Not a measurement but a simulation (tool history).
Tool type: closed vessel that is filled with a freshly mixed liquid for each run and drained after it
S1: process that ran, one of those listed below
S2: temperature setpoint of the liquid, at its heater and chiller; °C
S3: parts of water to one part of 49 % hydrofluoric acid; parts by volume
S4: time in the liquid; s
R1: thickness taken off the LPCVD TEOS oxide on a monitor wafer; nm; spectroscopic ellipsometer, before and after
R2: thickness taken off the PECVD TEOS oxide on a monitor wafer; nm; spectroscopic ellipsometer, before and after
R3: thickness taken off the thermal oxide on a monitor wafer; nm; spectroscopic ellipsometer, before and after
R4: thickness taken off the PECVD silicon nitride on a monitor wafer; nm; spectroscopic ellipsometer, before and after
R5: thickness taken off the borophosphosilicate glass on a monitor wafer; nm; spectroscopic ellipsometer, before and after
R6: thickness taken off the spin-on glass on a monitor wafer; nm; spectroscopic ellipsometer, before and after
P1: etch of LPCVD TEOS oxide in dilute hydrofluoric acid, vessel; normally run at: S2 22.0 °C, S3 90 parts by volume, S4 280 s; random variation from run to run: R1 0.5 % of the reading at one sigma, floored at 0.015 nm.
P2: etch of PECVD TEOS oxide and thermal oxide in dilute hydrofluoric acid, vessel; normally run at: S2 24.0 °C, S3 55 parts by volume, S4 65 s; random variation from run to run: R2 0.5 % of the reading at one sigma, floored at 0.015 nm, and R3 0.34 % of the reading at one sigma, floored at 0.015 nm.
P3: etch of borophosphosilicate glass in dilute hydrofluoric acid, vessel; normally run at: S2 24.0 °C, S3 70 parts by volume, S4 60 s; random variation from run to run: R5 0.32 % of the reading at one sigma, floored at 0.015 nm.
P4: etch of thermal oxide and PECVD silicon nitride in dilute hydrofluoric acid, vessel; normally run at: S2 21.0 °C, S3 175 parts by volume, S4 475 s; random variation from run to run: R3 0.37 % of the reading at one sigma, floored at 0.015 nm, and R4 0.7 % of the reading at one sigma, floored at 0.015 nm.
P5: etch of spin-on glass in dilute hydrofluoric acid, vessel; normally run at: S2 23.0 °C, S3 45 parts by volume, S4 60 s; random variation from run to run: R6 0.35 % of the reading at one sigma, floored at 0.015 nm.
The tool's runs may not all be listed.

run 1 hour=9.0 | S1=P1 S2=22.0 S3=90 S4=280 | R1=50.642
run 2 hour=13.7 | S1=P2 S2=28.0 S3=55 S4=65 | R2=37.754 R3=7.4957
run 3 hour=17.9 | S1=P4 S2=26.0 S3=175 S4=475 | R3=12.6310 R4=5.10980
run 4 hour=24.7 | S1=P3 S2=24.0 S3=70 S4=95 | R5=53.183
run 5 hour=32.1 | S1=P2 S2=24.0 S3=55 S4=65 | R2=32.020 R3=6.3512
run 6 hour=38.2 | S1=P1 S2=22.0 S3=90 S4=280 | R1=50.796
run 7 hour=43.6 | S1=P3 S2=24.0 S3=70 S4=60 | R5=33.965
run 8 hour=50.1 | S1=P3 S2=24.0 S3=70 S4=60 | R5=33.625
-- hour=50.5 hydrofluoric acid flow meter replaced
run 9 hour=55.2 | S1=P5 S2=23.0 S3=45 S4=90 | R6=63.005
run 10 hour=59.7 | S1=P3 S2=24.0 S3=25 S4=60 | R5=100.090
run 11 hour=65.2 | S1=P1 S2=22.0 S3=90 S4=280 | R1=50.188
run 12 hour=73.5 | S1=P1 S2=22.0 S3=90 S4=550 | R1=98.869
run 13 hour=78.9 | S1=P5 S2=23.0 S3=20 S4=60 | R6=97.495
run 14 hour=87.8 | S1=P3 S2=17.0 S3=70 S4=60 | R5=25.168
run 15 hour=94.1 | S1=P1 S2=22.0 S3=90 S4=280 | R1=50.515
run 16 hour=102.0 | S1=P1 S2=22.0 S3=90 S4=70 | R1=12.538
run 17 hour=106.6 | S1=P1 S2=17.0 S3=90 S4=280 | R1=40.339
run 18 hour=112.5 | S1=P4 S2=21.0 S3=175 S4=475 | R3=10.4040 R4=3.75220
run 19 hour=121.7 | S1=P5 S2=23.0 S3=45 S4=60 | R6=42.159
run 20 hour=125.8 | S1=P2 S2=24.0 S3=55 S4=30 | R2=14.776 R3=2.9045
run 21 hour=133.5 | S1=P1 S2=22.0 S3=125 S4=280 | R1=34.715
run 22 hour=141.7 | S1=P1 S2=26.5 S3=90 S4=280 | R1=59.585
run 23 hour=148.5 | S1=P5 S2=29.5 S3=45 S4=60 | R6=54.864
run 24 hour=154.5 | S1=P2 S2=24.0 S3=90 S4=65 | R2=18.561 R3=3.7089
run 25 hour=163.8 | S1=P4 S2=21.0 S3=45 S4=475 | R3=47.0940 R4=14.20300
run 26 hour=171.2 | S1=P1 S2=17.0 S3=20 S4=280 | R1=196.760
run 27 hour=176.6 | S1=P4 S2=21.0 S3=175 S4=60 | R3=1.3365 R4=0.44732
run 28 hour=183.9 | S1=P1 S2=22.0 S3=30 S4=280 | R1=162.320
run 29 hour=190.4 | S1=P2 S2=24.0 S3=55 S4=65 | R2=31.941 R3=6.3391
run 30 hour=199.5 | S1=P4 S2=21.0 S3=175 S4=475 | R3=10.4230 R4=3.67420
run 31 hour=208.0 | S1=P1 S2=22.0 S3=90 S4=280 | R1=50.184
run 32 hour=213.7 | S1=P1 S2=22.0 S3=90 S4=280 | R1=49.850
run 33 hour=220.4 | S1=P1 S2=22.0 S3=90 S4=280 | R1=48.803
run 34 hour=228.7 | S1=P1 S2=22.0 S3=90 S4=280 | R1=48.453
run 35 hour=233.7 | S1=P1 S2=22.0 S3=90 S4=280 | R1=48.073
run 36 hour=240.5 | S1=P1 S2=22.0 S3=90 S4=280 | R1=47.611
run 37 hour=247.4 | S1=P1 S2=22.0 S3=90 S4=280 | R1=47.679
run 38 hour=252.4 | S1=P1 S2=22.0 S3=90 S4=280 | R1=47.589
run 39 hour=258.5 | S1=P1 S2=22.0 S3=90 S4=280 | R1=47.349
run 40 hour=264.7 | S1=P1 S2=22.0 S3=90 S4=280 | R1=47.104
run 41 hour=270.0 | S1=P1 S2=22.0 S3=90 S4=280 | R1=47.456
run 42 hour=277.5 | S1=P1 S2=22.0 S3=90 S4=280 | R1=47.495

P1 no longer gives what it gave before; its output has crept away from where it was. The following 2 causes, each at its listed size, fit the log equally well:
A: liquid colder than its thermometer reads (K) = 1.44
B: hydrofluoric acid flow below the setpoint (%) = 5.14
The process output started creeping at around hour 213.7.

Consider the 4 check runs below, whose results appear as question marks and each of which averages 2 wafers. Which one distinguishes the causes, in that each cause would give it a clearly different result?
run check 1 hour=285.0 | S1=P4 S2=21.0 S3=175 S4=475 | R3=? R4=?
run check 2 hour=285.0 | S1=P5 S2=23.0 S3=45 S4=60 | R6=?
run check 3 hour=285.0 | S1=P2 S2=24.0 S3=55 S4=65 | R2=? R3=?
run check 4 hour=285.0 | S1=P3 S2=24.0 S3=70 S4=60 | R5=?

What each check would give under each cause:
check=check_1 result=R3 if_A=9.8552 if_B=9.7941
check=check_1 result=R4 if_A=3.40270 if_B=3.55430
check=check_2 result=R6 if_A=39.573 if_B=39.744
check=check_3 result=R2 if_A=30.198 if_B=30.280
check=check_3 result=R3 if_A=5.9903 if_B=6.0064
check=check_4 result=R5 if_A=31.827 if_B=31.862
Distance between the nearest two causes, measured in the result of the check that separates them most: check 1 4.36 %; check 2 0.43 %; check 3 0.27 %; check 4 0.11 %
The other checks would show nearly matching results whichever cause is true, so check 1 is the only one that separates the causes.

Running check 1 produced the following: R3 9.8690 nm; R4 3.36880 nm. Which one of the listed causes fits?

It is A: liquid colder than its thermometer reads (K).

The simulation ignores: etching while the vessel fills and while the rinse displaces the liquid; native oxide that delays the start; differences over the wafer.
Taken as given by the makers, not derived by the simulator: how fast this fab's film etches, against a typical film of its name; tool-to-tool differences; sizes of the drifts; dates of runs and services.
